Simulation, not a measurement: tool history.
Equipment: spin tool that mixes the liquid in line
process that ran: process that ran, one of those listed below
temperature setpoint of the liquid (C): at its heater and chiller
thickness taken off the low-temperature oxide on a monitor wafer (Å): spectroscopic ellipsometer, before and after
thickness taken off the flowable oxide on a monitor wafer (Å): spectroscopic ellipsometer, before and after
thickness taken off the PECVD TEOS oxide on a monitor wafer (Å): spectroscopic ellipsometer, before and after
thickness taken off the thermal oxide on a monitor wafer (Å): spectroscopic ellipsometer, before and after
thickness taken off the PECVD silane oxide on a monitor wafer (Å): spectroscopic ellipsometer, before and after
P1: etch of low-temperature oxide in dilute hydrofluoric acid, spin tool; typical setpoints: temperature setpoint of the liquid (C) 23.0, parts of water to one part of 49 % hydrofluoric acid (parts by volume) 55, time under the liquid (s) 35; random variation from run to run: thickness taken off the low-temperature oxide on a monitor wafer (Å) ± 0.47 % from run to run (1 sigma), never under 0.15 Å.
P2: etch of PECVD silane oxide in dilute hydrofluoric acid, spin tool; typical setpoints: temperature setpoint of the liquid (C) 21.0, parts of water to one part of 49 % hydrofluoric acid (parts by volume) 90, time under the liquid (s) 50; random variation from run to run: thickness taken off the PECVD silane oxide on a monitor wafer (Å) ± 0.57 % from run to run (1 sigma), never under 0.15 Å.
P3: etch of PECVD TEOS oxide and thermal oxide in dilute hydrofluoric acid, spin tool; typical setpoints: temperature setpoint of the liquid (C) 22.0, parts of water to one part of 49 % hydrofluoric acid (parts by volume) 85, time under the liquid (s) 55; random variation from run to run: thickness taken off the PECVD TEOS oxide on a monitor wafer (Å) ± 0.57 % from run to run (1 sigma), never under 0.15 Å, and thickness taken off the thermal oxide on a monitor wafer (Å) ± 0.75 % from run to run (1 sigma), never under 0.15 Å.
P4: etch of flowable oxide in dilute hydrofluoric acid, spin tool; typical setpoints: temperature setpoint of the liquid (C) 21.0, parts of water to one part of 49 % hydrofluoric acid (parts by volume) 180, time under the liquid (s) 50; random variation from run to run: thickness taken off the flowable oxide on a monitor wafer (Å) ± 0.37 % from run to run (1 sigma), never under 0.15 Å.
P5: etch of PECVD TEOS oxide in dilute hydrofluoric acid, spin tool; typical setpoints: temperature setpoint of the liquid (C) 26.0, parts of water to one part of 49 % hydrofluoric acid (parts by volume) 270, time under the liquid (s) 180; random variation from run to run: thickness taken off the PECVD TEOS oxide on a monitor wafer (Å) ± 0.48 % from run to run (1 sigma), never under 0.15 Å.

run	day	process that ran	temperature setpoint of the liquid (C)	parts of water to one part of 49 % hydrofluoric acid (parts by volume)	time under the liquid (s)	hours since the thermometer was replaced	hours since the hydrofluoric acid flow meter was replaced	thickness taken off the low-temperature oxide on a monitor wafer (Å)	thickness taken off the flowable oxide on a monitor wafer (Å)	thickness taken off the PECVD TEOS oxide on a monitor wafer (Å)	thickness taken off the thermal oxide on a monitor wafer (Å)	thickness taken off the PECVD silane oxide on a monitor wafer (Å)
1	0.492	P1	23.0	55	35	469.2	345.6	131.610				
2	0.754	P4	21.0	180	50	475.5	351.9		65.557			
3	1.117	P1	23.0	55	20	484.2	360.6	75.969				
4	1.671	P3	22.0	85	55	497.5	373.9			130.870	30.425	
5	2.083	P1	23.0	55	35	507.4	383.8	131.230				
6	2.546	P1	23.0	20	15	518.5	394.9	162.230				
7	2.996	P1	23.0	55	35	529.3	405.7	132.040				
8	3.400	P1	23.0	30	35	539.0	415.4	249.730				
9	3.879	P5	26.0	270	295	550.5	426.9			134.370		
10	4.450	P3	26.5	85	55	564.2	440.6			157.440	36.514	
11	4.925	P1	17.5	55	35	575.6	452.0	104.950				
12	5.438	P1	30.5	35	35	587.9	464.3	290.800				
13	5.729	P2	21.0	90	50	594.9	471.3					238.870
14	6.158	P1	23.0	100	35	605.2	481.6	68.364				
15	6.429	P1	23.0	55	35	611.7	488.1	132.040				
16	6.846	P5	26.0	270	180	621.7	498.1			81.756		
17	7.292	P3	22.0	85	85	632.4	508.8			199.190	46.349	
18	7.567	P1	23.0	55	35	639.0	515.4	132.580				
19	8.021	P5	26.0	490	180	649.9	526.3			36.819		
20	8.312	P2	21.0	55	50	656.9	533.3					406.930
21	8.904	P4	21.0	180	50	671.1	547.5		65.928			
22	9.383	P2	28.0	90	50	682.6	559.0					317.500
23	9.692	P2	21.0	90	15	690.0	566.4					71.926
24	10.129	P4	17.0	180	50	700.5	576.9		56.110			
25	10.396	P4	21.0	180	15	706.9	583.3		19.962			
26	10.742	P1	23.0	55	60	715.2	591.6	227.150				
27	11.138	P5	34.0	270	180	724.7	601.1			106.630		
28	11.712	P1	31.0	55	35	738.5	614.9	181.970				
29	12.288	P3	22.0	55	55	752.3	628.7			208.470	48.816	

What does the tool deliver on the next run?
30	12.638	P1	23.0	55	35	760.7	637.1	?				

{"run 30": {"thickness taken off the low-temperature oxide on a monitor wafer (Å)": 131.77}}

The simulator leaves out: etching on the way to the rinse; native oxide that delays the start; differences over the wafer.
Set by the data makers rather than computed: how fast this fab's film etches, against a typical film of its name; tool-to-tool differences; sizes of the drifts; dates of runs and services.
